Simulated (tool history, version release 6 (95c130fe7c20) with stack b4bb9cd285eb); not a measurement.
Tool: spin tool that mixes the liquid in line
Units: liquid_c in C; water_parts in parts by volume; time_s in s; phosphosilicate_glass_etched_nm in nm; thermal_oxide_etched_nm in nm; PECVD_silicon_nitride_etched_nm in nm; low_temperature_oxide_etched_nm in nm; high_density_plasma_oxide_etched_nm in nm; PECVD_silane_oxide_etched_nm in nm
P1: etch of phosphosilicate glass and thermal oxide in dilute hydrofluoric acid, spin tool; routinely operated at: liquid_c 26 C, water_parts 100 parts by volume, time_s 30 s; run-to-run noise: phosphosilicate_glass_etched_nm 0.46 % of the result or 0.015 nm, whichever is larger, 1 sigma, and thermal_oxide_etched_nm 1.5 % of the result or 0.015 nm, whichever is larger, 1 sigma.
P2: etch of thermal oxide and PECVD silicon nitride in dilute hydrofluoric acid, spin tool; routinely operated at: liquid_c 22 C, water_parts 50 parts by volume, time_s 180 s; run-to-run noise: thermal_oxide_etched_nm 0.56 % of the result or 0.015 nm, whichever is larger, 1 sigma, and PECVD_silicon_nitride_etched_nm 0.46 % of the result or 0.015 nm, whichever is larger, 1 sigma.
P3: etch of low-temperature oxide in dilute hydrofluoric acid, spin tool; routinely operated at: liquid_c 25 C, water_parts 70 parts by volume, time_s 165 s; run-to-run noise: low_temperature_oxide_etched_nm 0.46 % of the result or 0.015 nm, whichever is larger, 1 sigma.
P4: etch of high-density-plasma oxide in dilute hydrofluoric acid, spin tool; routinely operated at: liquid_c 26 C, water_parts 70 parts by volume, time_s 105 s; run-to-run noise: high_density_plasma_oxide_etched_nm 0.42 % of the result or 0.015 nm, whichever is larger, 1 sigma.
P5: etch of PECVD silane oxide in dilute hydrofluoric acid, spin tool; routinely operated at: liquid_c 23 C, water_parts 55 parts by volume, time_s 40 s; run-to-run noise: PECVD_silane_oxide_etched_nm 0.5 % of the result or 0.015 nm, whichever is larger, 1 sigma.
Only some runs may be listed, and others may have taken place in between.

run   hour  process  liquid_c  water_parts  time_s  hours since the thermometer was replaced  hours since the hydrofluoric acid flow meter was replaced  phosphosilicate_glass_etched_nm  thermal_oxide_etched_nm  PECVD_silicon_nitride_etched_nm  low_temperature_oxide_etched_nm  high_density_plasma_oxide_etched_nm  PECVD_silane_oxide_etched_nm
  1    6.4       P1        26          100      30                                     475.3                                                      679.8                           46.221                   1.5599
  2   10.3       P2        22           50     325                                     479.2                                                      683.7                                                    30.008                             17.8
  3   13.8       P1        32          100      30                                     482.7                                                      687.2                           57.864                     2.02
  4   16.9       P2        22           25     180                                     485.8                                                      690.3                                                    34.354                           19.392
  5   20.5       P1        22          100      30                                     489.4                                                      693.9                           39.112                    1.344
  6   26.1       P1        26          100      30                                       495                                                      699.5                           45.864                   1.5814
  7   31.2       P1        26          100      30                                     500.1                                                      704.6                           45.793                   1.6165
  8   35.3       P3      32.5           70     165                                     504.2                                                      708.7                                                                                                                       56.36
  9   39.7       P4        26          115     105                                     508.6                                                      713.1                                                                                                                                                           10.929
 10   45.5       P5        23           55      40                                     514.4                                                      718.9                                                                                                                                                                                         23.592
 11   51.9       P4        26           70     105                                     520.8                                                      725.3                                                                                                                                                            18.96
 12   58.1       P1        26          100      30                                       527                                                      731.5                           46.001                   1.5741
 13   62.4       P5        28           55      40                                     531.3                                                      735.8                                                                                                                                                                                          28.99
 14   65.9       P2        22           50     180                                     534.8                                                      739.3                                                     16.63                           9.8458
 15   69.1       P1        26           50      30                                       538                                                      742.5                           97.584                   3.3607
 16   72.5       P4      18.5           70     105                                     541.4                                                      745.9                                                                                                                                                           14.037
 17   77.7       P3        25           70     165                                     546.6                                                      751.1                                                                                                                      42.339
 18   84.7       P4        26           70     210                                     553.6                                                      758.1                                                                                                                                                           37.727
 19     88       P5        23           85      40                                     556.9                                                      761.4                                                                                                                                                                                         14.666
 20   93.3       P3        25           70     315                                     562.2                                                      766.7                                                                                                                      80.789
 21   98.4       P1        26          100      60                                     567.3                                                      771.8                           92.132                   3.1399
 22  101.9       P1        26          175      30                                     570.8                                                      775.3                           24.125                  0.82125
 23  108.8       P1        26          100      15                                     577.7                                                      782.2                           23.034                   0.7771
 24  114.2       P3        25          100     165                                     583.1                                                      787.6                                                                                                                      28.515
 25  119.4       P2        17           50     180                                     588.3                                                      792.8                                                     13.45                           6.9646
 26    126       P5        23           55      40                                     594.9                                                      799.4                                                                                                                                                                                         23.527
 27    131       P1      32.5          180      30                                     599.9                                                      804.4                           29.091                  0.97732
 28  136.5       P4        26           70     105                                     605.4                                                      809.9                                                                                                                                                           18.967
 29  141.4       P5        23           55      15                                     610.3                                                      814.8                                                                                                                                                                                         8.8894
 30  146.7       P2        22           50     180                                     615.6                                                      820.1                                                    16.675                           9.8126
 31  151.6       P1        26          100      30                                     620.5                                                        825                           46.449                   1.5565
 32  158.3       P1        26          100      30                                     627.2                                                      831.7                           46.913                   1.6616
 33  164.9       P1        26          100      30                                     633.8                                                      838.3                           47.797                   1.6206
 34  169.1       P1        26          100      30                                       638                                                      842.5                           48.293                    1.604
 35  173.1       P1        26          100      30                                       642                                                      846.5                           47.806                   1.6564
 36  176.2       P1        26          100      30                                     645.1                                                      849.6                           48.458                   1.5997
 37  182.2       P1        26          100      30                                     651.1                                                      855.6                            48.59                   1.6203
 38    189       P1        26          100      30                                     657.9                                                      862.4                           48.434                   1.6226

What P1 gives has crept off from where it sat before. The 2 causes that follow fit the log equally well, each at the size noted:
A: hydrofluoric acid flow above the setpoint (%) = 4.99
B: liquid hotter than its thermometer reads (K) = 1.42
The creep began at about hour 151.6.

Question marks stand in for the results of the 4 check runs listed below, each run on one wafer. Under which run would the listed causes show clearly different results?
check 1  195.8       P5        23           55      40                                                                                                                                                                                                                                                                                                   ?
check 2  195.8       P3        25           70     165                                                                                                                                                                                                                                ?
check 3  195.8       P2        22           50     180                                                                                                                                                              ?                                ?
check 4  195.8       P4        26           70     105                                                                                                                                                                                                                                                                     ?

How each check would come out, cause by cause:
  check                               result    if A    if B
check 1         PECVD_silane_oxide_etched_nm  24.839  24.997
check 2      low_temperature_oxide_etched_nm   44.57   44.73
check 3              thermal_oxide_etched_nm  17.569  17.697
check 3      PECVD_silicon_nitride_etched_nm  10.328  10.848
check 4  high_density_plasma_oxide_etched_nm  20.065  20.125
How far apart the two closest causes lie, in the result that separates them most: check 1 0.64 %; check 2 0.36 %; check 3 4.91 %; check 4 0.3 %
Only in check 3 would the causes give clearly different results; in the remaining checks their results would be nearly the same.

With check 3 done, the readings were: thermal_oxide_etched_nm 17.466 nm; PECVD_silicon_nitride_etched_nm 10.881 nm. Identify which of the listed causes applies.

The correct cause is B, namely: liquid hotter than its thermometer reads (K).
